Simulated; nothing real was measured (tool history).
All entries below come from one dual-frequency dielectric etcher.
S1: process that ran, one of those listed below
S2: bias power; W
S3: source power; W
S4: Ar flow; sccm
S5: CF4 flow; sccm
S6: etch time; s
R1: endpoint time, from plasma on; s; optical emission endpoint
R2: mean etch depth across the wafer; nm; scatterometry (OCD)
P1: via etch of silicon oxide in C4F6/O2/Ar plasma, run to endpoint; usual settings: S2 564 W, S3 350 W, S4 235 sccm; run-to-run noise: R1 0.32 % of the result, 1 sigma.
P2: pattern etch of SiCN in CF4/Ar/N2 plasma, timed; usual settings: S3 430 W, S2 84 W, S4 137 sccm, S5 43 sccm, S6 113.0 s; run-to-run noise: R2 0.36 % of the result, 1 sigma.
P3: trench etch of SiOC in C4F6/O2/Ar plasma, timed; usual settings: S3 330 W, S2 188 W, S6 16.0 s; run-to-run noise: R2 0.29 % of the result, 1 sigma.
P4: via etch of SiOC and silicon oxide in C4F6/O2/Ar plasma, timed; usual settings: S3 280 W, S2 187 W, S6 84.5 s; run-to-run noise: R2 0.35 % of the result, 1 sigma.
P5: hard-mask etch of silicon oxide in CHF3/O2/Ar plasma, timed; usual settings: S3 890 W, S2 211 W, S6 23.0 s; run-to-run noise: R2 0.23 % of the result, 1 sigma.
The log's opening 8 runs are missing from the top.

run	hour	S1	S2	S3	S4	S5	S6	R1	R2
9	103.6	P1	564	350	235			28.311	
10	113.2	P2	84	430	137	43	113.0		87.002
11	123.0	P1	564	460	235			25.506	
12	137.6	P1	367	350	235			33.218	
13	150.2	P2	52	430	137	43	113.0		72.202
14	165.4	P1	419	350	308			32.373	
15	177.0	P2	84	430	137	60	113.0		91.168
16	186.6	P3	188	460			16.0		34.232
17	200.0	P2	84	430	137	43	161.5		124.250
18	212.4	P4	187	230			84.5		77.569
19	227.3	P3	188	330			20.5		38.482
20	237.3	P5	211	890			23.0		56.467
21	247.1	P1	564	350	235			28.276	
22	260.0	P1	564	250	235			31.851	
# hour 260.9: source power generator calibrated
23	269.9	P1	686	350	235			26.305	
24	278.1	P4	187	280			123.0		122.130
25	286.8	P3	188	330			16.0		30.133
26	295.4	P2	84	430	162	43	113.0		85.281
27	310.1	P1	763	260	235			27.806	
28	323.3	P1	564	350	314			29.280	
29	335.6	P5	211	890			28.5		69.751

Run 30 has not been measured yet. What should we expect?
30	351.3	P4	224	280			84.5		?

R2: 89.122 nm
